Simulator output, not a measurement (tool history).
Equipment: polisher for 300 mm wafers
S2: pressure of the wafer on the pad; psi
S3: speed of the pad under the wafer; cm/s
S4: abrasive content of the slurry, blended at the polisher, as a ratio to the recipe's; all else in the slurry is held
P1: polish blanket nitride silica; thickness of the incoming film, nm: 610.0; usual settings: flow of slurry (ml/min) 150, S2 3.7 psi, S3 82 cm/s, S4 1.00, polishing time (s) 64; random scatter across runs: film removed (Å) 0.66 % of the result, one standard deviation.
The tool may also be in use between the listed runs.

Run 1, hour 7.5: flow of slurry (ml/min) 150, S2 3.7 psi, S3 82 cm/s, S4 1.00, polishing time (s) 64. Result: film removed (Å) 387.67.
Run 2, hour 15.1: flow of slurry (ml/min) 220, S2 3.7 psi, S3 82 cm/s, S4 1.00, polishing time (s) 64. Result: film removed (Å) 411.41.
Run 3, hour 19.9: flow of slurry (ml/min) 150, S2 3.7 psi, S3 82 cm/s, S4 1.00, polishing time (s) 64. Result: film removed (Å) 392.47.
At hour 21.8: slurry nozzle cleaned.
Run 4, hour 25.1: flow of slurry (ml/min) 150, S2 5.7 psi, S3 52 cm/s, S4 1.00, polishing time (s) 64. Result: film removed (Å) 409.79.
Run 5, hour 33.9: flow of slurry (ml/min) 150, S2 1.9 psi, S3 82 cm/s, S4 1.00, polishing time (s) 64. Result: film removed (Å) 199.11.
Run 6, hour 43.5: flow of slurry (ml/min) 150, S2 5.3 psi, S3 82 cm/s, S4 1.00, polishing time (s) 64. Result: film removed (Å) 559.77.
Run 7, hour 48.4: flow of slurry (ml/min) 150, S2 3.7 psi, S3 82 cm/s, S4 1.00, polishing time (s) 64. Result: film removed (Å) 389.81.
Run 8, hour 56.8: flow of slurry (ml/min) 150, S2 3.7 psi, S3 82 cm/s, S4 1.00, polishing time (s) 64. Result: film removed (Å) 388.43.
Run 9, hour 66.0: flow of slurry (ml/min) 150, S2 3.7 psi, S3 82 cm/s, S4 1.00, polishing time (s) 43. Result: film removed (Å) 260.60.
Run 10, hour 75.6: flow of slurry (ml/min) 150, S2 3.7 psi, S3 82 cm/s, S4 1.35, polishing time (s) 64. Result: film removed (Å) 442.62.
Run 11, hour 80.4: flow of slurry (ml/min) 90, S2 3.7 psi, S3 38 cm/s, S4 1.00, polishing time (s) 64. Result: film removed (Å) 189.52.
Run 12, hour 89.0: flow of slurry (ml/min) 150, S2 3.7 psi, S3 82 cm/s, S4 1.00, polishing time (s) 84. Result: film removed (Å) 504.92.
Run 13, hour 97.5: flow of slurry (ml/min) 90, S2 3.7 psi, S3 82 cm/s, S4 1.00, polishing time (s) 64. Result: film removed (Å) 346.46.
Run 14, hour 103.4: flow of slurry (ml/min) 150, S2 3.7 psi, S3 82 cm/s, S4 0.60, polishing time (s) 64. Result: film removed (Å) 296.99.
Run 15, hour 110.0: flow of slurry (ml/min) 150, S2 3.7 psi, S3 82 cm/s, S4 1.00, polishing time (s) 64. Result: film removed (Å) 387.71.
Run 16, hour 115.1: flow of slurry (ml/min) 150, S2 3.7 psi, S3 82 cm/s, S4 1.00, polishing time (s) 64. Result: film removed (Å) 388.83.
Run 17, hour 120.1: flow of slurry (ml/min) 150, S2 3.7 psi, S3 118 cm/s, S4 1.00, polishing time (s) 64. Result: film removed (Å) 518.41.
Run 18, hour 128.0: flow of slurry (ml/min) 150, S2 3.7 psi, S3 48 cm/s, S4 1.00, polishing time (s) 64. Result: film removed (Å) 254.63.
Run 19, hour 137.9: flow of slurry (ml/min) 150, S2 3.7 psi, S3 82 cm/s, S4 1.00, polishing time (s) 64. Result: film removed (Å) 388.92.
Run 20, hour 143.6: flow of slurry (ml/min) 150, S2 3.7 psi, S3 82 cm/s, S4 1.00, polishing time (s) 64. Result: film removed (Å) 379.14.
Run 21, hour 148.5: flow of slurry (ml/min) 150, S2 3.7 psi, S3 82 cm/s, S4 1.00, polishing time (s) 64. Result: film removed (Å) 373.12.
Run 22, hour 157.1: flow of slurry (ml/min) 150, S2 3.7 psi, S3 82 cm/s, S4 1.00, polishing time (s) 64. Result: film removed (Å) 358.86.
At hour 160.5: conditioning disc replaced and pad reconditioned.
Run 23, hour 164.1: flow of slurry (ml/min) 150, S2 3.7 psi, S3 82 cm/s, S4 1.00, polishing time (s) 64. Result: film removed (Å) 354.51.
At hour 164.7: worn pad replaced by a new one.
Run 24, hour 170.0: flow of slurry (ml/min) 150, S2 3.7 psi, S3 82 cm/s, S4 1.00, polishing time (s) 64. Result: film removed (Å) 352.35.
Run 25, hour 175.4: flow of slurry (ml/min) 150, S2 3.7 psi, S3 82 cm/s, S4 1.00, polishing time (s) 64. Result: film removed (Å) 351.55.
Run 26, hour 184.9: flow of slurry (ml/min) 150, S2 3.7 psi, S3 82 cm/s, S4 1.00, polishing time (s) 64. Result: film removed (Å) 351.95.
Run 27, hour 192.5: flow of slurry (ml/min) 150, S2 3.7 psi, S3 82 cm/s, S4 1.00, polishing time (s) 64. Result: film removed (Å) 347.34.

P1 no longer gives what it gave before; its output has crept away from where it was. The following 3 causes, each at its listed size, fit the log equally well:
A: abrasive missing from the slurry, % = 19.2
B: slurry flow missing at the pad, % = 37.9
C: head's pressure below its setpoint, % = 9.76
The creep began at about hour 137.9.
All other causes, with the reason each is excluded:
removal rate lost through wear of the pad, %: maintenance at hour 164.7, after the shift began, did not return the process to its former output
time polished since the conditioner stopped cutting, s: maintenance at hour 160.5, after the shift began, did not return the process to its former output

Which of the 4 check runs listed below, each an average over 5 wafers with its results shown as question marks, gives clearly different results under the different listed causes?
Run check 1, hour 200.1: flow of slurry (ml/min) 110, S2 3.7 psi, S3 82 cm/s, S4 1.00, polishing time (s) 64. Result: film removed (Å) ?.
Run check 2, hour 200.1: flow of slurry (ml/min) 150, S2 4.8 psi, S3 82 cm/s, S4 1.00, polishing time (s) 64. Result: film removed (Å) ?.
Run check 3, hour 200.1: flow of slurry (ml/min) 220, S2 3.7 psi, S3 82 cm/s, S4 1.00, polishing time (s) 64. Result: film removed (Å) ?.
Run check 4, hour 200.1: flow of slurry (ml/min) 215, S2 3.7 psi, S3 82 cm/s, S4 0.65, polishing time (s) 64. Result: film removed (Å) ?.

If the cause were each of the candidates in turn, the checks would give the following:
  check            result    if A    if B    if C
check 1  film removed (Å)  329.81  319.27  329.76
check 2  film removed (Å)  455.15  455.04  455.09
check 3  film removed (Å)  370.90  382.26  370.85
check 4  film removed (Å)  290.46  305.75  297.10
Gap, in per cent, between the two causes that each check separates least, read from the result that separates them most: check 1 0.01 %; check 2 0.01 %; check 3 0.01 %; check 4 2.26 %
Only check 4 tells the causes apart: in the others they would give nearly the same result.

Running check 4 produced the following: film removed (Å) 298.87. Which one of the listed causes fits?

C is the cause: head's pressure below its setpoint, %.
